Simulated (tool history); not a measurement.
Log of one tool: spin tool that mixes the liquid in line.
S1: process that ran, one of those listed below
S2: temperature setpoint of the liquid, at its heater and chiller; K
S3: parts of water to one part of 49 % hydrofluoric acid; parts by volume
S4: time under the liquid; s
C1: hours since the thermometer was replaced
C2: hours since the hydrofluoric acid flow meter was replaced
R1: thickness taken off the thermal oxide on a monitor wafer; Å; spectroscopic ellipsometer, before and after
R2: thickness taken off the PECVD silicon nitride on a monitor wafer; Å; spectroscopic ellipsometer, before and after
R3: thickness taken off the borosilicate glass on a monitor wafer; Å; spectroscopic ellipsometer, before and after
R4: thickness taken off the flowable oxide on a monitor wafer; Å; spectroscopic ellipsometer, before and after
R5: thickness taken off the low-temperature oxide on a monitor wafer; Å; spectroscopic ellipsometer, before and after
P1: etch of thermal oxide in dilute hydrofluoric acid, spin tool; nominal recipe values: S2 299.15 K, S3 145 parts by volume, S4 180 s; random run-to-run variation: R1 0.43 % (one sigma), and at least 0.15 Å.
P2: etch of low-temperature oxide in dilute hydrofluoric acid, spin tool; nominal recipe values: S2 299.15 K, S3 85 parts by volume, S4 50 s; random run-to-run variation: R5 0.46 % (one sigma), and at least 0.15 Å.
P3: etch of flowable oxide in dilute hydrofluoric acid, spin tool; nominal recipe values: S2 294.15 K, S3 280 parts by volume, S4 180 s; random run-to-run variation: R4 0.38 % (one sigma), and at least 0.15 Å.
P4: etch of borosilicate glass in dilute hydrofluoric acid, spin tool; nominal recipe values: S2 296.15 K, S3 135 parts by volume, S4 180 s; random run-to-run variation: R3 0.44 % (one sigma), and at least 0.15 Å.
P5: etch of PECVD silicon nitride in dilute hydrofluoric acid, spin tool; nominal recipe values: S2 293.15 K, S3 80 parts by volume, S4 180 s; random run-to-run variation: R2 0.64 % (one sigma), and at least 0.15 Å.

run   hour  S1      S2   S3   S4     C1      C2      R1      R2      R3      R4      R5
  1    9.8  P1  299.15  145  180  203.6   891.6   57.11
  2   16.2  P5  293.15   80  180    210     898           35.16
  3   21.5  P1  299.15  145  180  215.3   903.3  56.758
  4     27  P5  293.15   80   55  220.8   908.8          10.532
  5   34.7  P4  296.15  135  260  228.5   916.5                  372.35
  6   40.3  P3  294.15  150  180  234.1   922.1                          578.02
  7   46.3  P5  298.15   80  180  240.1   928.1          48.655
  8   57.1  P1  299.15  145  180  250.9   938.9   57.26
  9     63  P1  291.65  145  180  256.8   944.8  42.464
 10   71.5  P3  294.15  280   85  265.3   953.3                          128.82
 11   82.1  P4  296.15  135  180  275.9   963.9                   258.6
 12   89.7  P1  299.15   85  180  283.5   971.5  104.21
 13   98.1  P5  293.15   20  180  291.9   979.9          131.97
 14  104.2  P1  291.65  145   15    298     986  3.6615
 15  108.9  P1  299.15  145  180  302.7   990.7  57.182
 16  117.1  P2  299.15   85   90  310.9   998.9                                  210.86
 17  127.9  P1  299.15  145  280  321.7  1009.7  88.758
 18  138.3  P4  291.65  135  180  332.1  1020.1                  217.15
 19  147.5  P1  299.15  145   45  341.3  1029.3  14.187
 20  158.7  P2  305.65   85   50  352.5  1040.5                                  149.85
 21  168.3  P3  290.15  280  180  362.1  1050.1                          236.14
 22  176.1  P4  296.15  230  180  369.9  1057.9                  138.45
 23  181.6  P2  299.15   85   50  375.4  1063.4                                  117.47
 24  190.5  P4  296.15  135  180  384.3  1072.3                  260.33
 25  199.7  P2  299.15   50   50  393.5  1081.5                                  209.98
     207.9  -- thermometer replaced
 26  209.9  P1  302.65  145  180      2  1091.7  64.701
 27  216.6  P3  294.15  280  180    8.7  1098.4                          273.67
 28  227.5  P1  299.15  205  180   19.6  1109.3   37.87
 29  233.1  P1  299.15  145  180   25.2  1114.9  57.065
 30    238  P1  299.15  145  180   30.1  1119.8  57.717
 31  247.8  P1  299.15  145  180   39.9  1129.6   59.73
 32  256.9  P1  299.15  145  180     49  1138.7  60.643
 33  267.6  P1  299.15  145  180   59.7  1149.4  60.889
 34  272.7  P1  299.15  145  180   64.8  1154.5  60.995
 35  282.3  P1  299.15  145  180   74.4  1164.1  60.988
 36  288.6  P1  299.15  145  180   80.7  1170.4  61.359
 37  295.8  P1  299.15  145  180   87.9  1177.6  61.368
 38    304  P1  299.15  145  180   96.1  1185.8  61.468

What P1 gives has crept off from where it sat before. The 2 causes that follow fit the log equally well, each at the size noted:
A: hydrofluoric acid flow above the setpoint (%) = 6.39
B: liquid hotter than its thermometer reads (K) = 1.95
Creep in the process output first set in at about hour 233.1.

Each of the check runs listed below is run on 2 wafers and reports their average, with the results left as question marks. Pick the one under which the possible causes would lead to clearly different results.
check 1  312.2  P3  290.15  280  180                       ?
check 2  312.2  P4  296.15  220  180                   ?
check 3  312.2  P5  293.15   80   80               ?
check 4  312.2  P2  302.65   85   50                           ?

Check results expected under each cause:
  check  result    if A    if B
check 1      R4  253.72  253.06
check 2      R3  156.99   156.3
check 3      R2  16.379  17.609
check 4      R5  144.65  145.29
How far apart the two closest causes lie, in the result that separates them most: check 1 0.26 %; check 2 0.44 %; check 3 7.24 %; check 4 0.44 %
Check 3 is the one run that separates the causes; every other check would come out nearly the same whichever cause is at work.

Check 3 was carried out, with these results: R2 16.511 Å. Which of the listed causes is responsible?

It was cause A: hydrofluoric acid flow above the setpoint (%).

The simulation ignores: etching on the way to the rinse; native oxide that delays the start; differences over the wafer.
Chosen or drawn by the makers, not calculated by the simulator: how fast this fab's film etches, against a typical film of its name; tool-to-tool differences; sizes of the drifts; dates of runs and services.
